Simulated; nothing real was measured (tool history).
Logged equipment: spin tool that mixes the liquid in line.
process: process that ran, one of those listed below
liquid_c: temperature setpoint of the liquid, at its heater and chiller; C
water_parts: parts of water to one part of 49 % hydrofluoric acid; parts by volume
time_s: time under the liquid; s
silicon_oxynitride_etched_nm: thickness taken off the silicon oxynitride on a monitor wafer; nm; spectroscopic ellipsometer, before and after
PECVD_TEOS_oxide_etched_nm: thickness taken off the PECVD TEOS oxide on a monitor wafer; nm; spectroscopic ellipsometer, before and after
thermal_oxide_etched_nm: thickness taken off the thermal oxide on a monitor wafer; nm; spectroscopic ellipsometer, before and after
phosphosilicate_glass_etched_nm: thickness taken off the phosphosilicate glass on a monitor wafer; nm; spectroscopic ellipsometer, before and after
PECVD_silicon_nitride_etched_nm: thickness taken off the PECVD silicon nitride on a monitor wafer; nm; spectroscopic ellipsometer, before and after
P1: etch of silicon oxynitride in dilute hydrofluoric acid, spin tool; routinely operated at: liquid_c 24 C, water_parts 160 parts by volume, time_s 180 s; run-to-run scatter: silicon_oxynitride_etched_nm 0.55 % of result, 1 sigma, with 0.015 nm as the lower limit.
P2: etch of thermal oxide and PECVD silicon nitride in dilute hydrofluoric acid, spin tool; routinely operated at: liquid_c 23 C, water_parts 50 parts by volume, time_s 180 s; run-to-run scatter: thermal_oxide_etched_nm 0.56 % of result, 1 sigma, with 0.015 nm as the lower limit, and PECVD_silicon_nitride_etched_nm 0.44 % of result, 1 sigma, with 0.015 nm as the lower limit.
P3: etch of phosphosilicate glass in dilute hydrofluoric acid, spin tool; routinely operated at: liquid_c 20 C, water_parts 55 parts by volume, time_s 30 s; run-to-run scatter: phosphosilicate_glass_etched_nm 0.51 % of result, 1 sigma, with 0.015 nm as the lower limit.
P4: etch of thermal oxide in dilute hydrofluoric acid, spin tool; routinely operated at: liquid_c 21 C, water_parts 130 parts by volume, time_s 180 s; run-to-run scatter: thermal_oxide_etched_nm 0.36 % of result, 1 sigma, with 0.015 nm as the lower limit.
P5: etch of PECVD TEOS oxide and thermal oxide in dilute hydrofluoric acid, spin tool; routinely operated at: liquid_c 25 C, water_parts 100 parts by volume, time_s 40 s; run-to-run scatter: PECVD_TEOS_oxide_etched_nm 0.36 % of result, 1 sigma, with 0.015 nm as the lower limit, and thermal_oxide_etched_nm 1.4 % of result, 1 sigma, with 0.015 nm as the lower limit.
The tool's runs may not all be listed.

run     day  process  liquid_c  water_parts  time_s  hours since the thermometer was replaced  hours since the hydrofluoric acid flow meter was replaced  silicon_oxynitride_etched_nm  PECVD_TEOS_oxide_etched_nm  thermal_oxide_etched_nm  phosphosilicate_glass_etched_nm  PECVD_silicon_nitride_etched_nm
  1   0.388       P1        24          160     180                                    1263.5                                                      223.1                        4.0183
  2   0.712       P1      18.5          160     180                                    1271.3                                                      230.9                        3.1414
  3   1.221       P5        25          155      40                                    1283.5                                                      243.1                                                    7.0345                   1.1665
  4   1.533       P3        20           55      55                                      1291                                                      250.6                                                                                                              148.89
  5   2.029       P4        21          130     180                                    1302.9                                                      262.5                                                                             5.7449
  6   2.321       P4        17          130     180                                    1309.9                                                      269.5                                                                             4.9245
  7    2.85       P5        25          100      40                                    1322.6                                                      282.2                                                    11.701                   1.9208
  8    3.45       P1      31.5          240     180                                      1337                                                      296.6                         3.446
  9   4.012       P5        25          100      75                                    1350.5                                                      310.1                                                    21.926                   3.5527
 10   4.412       P1        24          160     180                                    1360.1                                                      319.7                        3.9533
 11   4.754       P1        24          240     180                                    1368.3                                                      327.9                        2.5418
 12   5.333       P1        24          160     180                                    1382.2                                                      341.8                        3.9977
 13   5.692       P4        21          200     180                                    1390.8                                                      350.4                                                                             3.4406
 14   6.254       P1        24          160     180                                    1404.3                                                      363.9                         4.007
 15   6.742       P5        25          100      40                                      1416                                                      375.6                                                    11.631                   1.8933
 16   7.221       P2        23           50     355                                    1427.5                                                      387.1                                                                             32.169                                                            37.261
 17   7.492       P1        24          160      45                                      1434                                                      393.6                        1.0266
 18   7.975       P4        21          130     350                                    1445.6                                                      405.2                                                                              11.12
 19   8.396       P5      20.5          100      40                                    1455.7                                                      415.3                                                    9.7201                    1.641
 20   8.692       P1        24           65     180                                    1462.8                                                      422.4                        10.699
 21   9.025       P2        23           50     180                                    1470.8                                                      430.4                                                                             16.424                                                            18.766
 22   9.333       P3      23.5           55      30                                    1478.2                                                      437.8                                                                                                              92.921
 23   9.904       P2        23           75     180                                    1491.9                                                      451.5                                                                             10.586                                                            12.587
 24   10.35       P3        20           55      30                                    1502.6                                                      462.2                                                                                                              80.264
 25  10.804       P1        29          160     180                                    1513.5                                                      473.1                        4.9654
 26  11.125       P1        24          160     300                                    1521.2                                                      480.8                        6.6594
 27  11.688       P1        17          265     180                                    1534.7                                                      494.3                        1.6447
 28  12.058       P3        20           55      30                                    1543.6                                                      503.2                                                                                                              80.994
 29  12.371       P2        19           50     180                                    1551.1                                                      510.7                                                                             13.841                                                            14.164
 30  12.892       P1        24          160     180                                    1563.6                                                      523.2                        3.9916
 31    13.3       P3        20           95      30                                    1573.4                                                        533                                                                                                              44.611
 32  13.867       P1        24          160     180                                      1587                                                      546.6                        4.0582
 33  14.471       P1      27.5          235     180                                    1601.5                                                      561.1                        3.0497
 34  15.071       P1        24          160     180                                    1615.9                                                      575.5                        4.0215
 35  15.488       P1        24          160     180                                    1625.9                                                      585.5                        4.1587
 36  15.854       P1        24          160     180                                    1634.7                                                      594.3                        4.1794
 37   16.15       P1        24          160     180                                    1641.8                                                      601.4                        4.2061
 38  16.654       P1        24          160     180                                    1653.9                                                      613.5                        4.2738
 39  16.954       P1        24          160     180                                    1661.1                                                      620.7                        4.2703
 40  17.312       P1        24          160     180                                    1669.7                                                      629.3                        4.3075
 41   17.85       P1        24          160     180                                    1682.6                                                      642.2                        4.3336
 42  18.321       P1        24          160     180                                    1693.9                                                      653.5                        4.3004
 43  18.667       P1        24          160     180                                    1702.2                                                      661.8                         4.407
 44  19.117       P1        24          160     180                                      1713                                                      672.6                        4.3146
 45  19.683       P1        24          160     180                                    1726.6                                                      686.2                        4.3018

What P1 gives has crept away from where it was. These 2 causes fit the log equally well, each at the size given:
A: hydrofluoric acid flow above the setpoint (%) = 6.83
B: liquid hotter than its thermometer reads (K) = 1.64
The creep began at about day 15.071.

Each of the 4 check runs below uses one wafer; its results are left as question marks. Which run tells the causes apart?
check 1  20.25       P2        23           50     340                                                                                                                                                                                       ?                                                                 ?
check 2  20.25       P3        20           75      55                                                                                                                                                                                                                        ?
check 3  20.25       P5        21          100      60                                                                                                                                                              ?                        ?
check 4  20.25       P4        17          130     315                                                                                                                                                                                       ?

Check results expected under each cause:
  check                           result    if A    if B
check 1          thermal_oxide_etched_nm  33.074  32.984
check 1  PECVD_silicon_nitride_etched_nm  38.012  39.807
check 2  phosphosilicate_glass_etched_nm  113.72   113.3
check 3       PECVD_TEOS_oxide_etched_nm  16.011  15.898
check 3          thermal_oxide_etched_nm  2.6344  2.6157
check 4          thermal_oxide_etched_nm  9.1908  9.1275
Gap, in per cent, between the two causes that each check separates least, read from the result that separates them most: check 1 4.62 %; check 2 0.37 %; check 3 0.71 %; check 4 0.69 %
Check 1 tells the causes apart: in the others they would give nearly the same result.

Check 1 was then run and gave: thermal_oxide_etched_nm 33.204 nm; PECVD_silicon_nitride_etched_nm 37.999 nm. Which cause is it?

It was cause A: hydrofluoric acid flow above the setpoint (%).

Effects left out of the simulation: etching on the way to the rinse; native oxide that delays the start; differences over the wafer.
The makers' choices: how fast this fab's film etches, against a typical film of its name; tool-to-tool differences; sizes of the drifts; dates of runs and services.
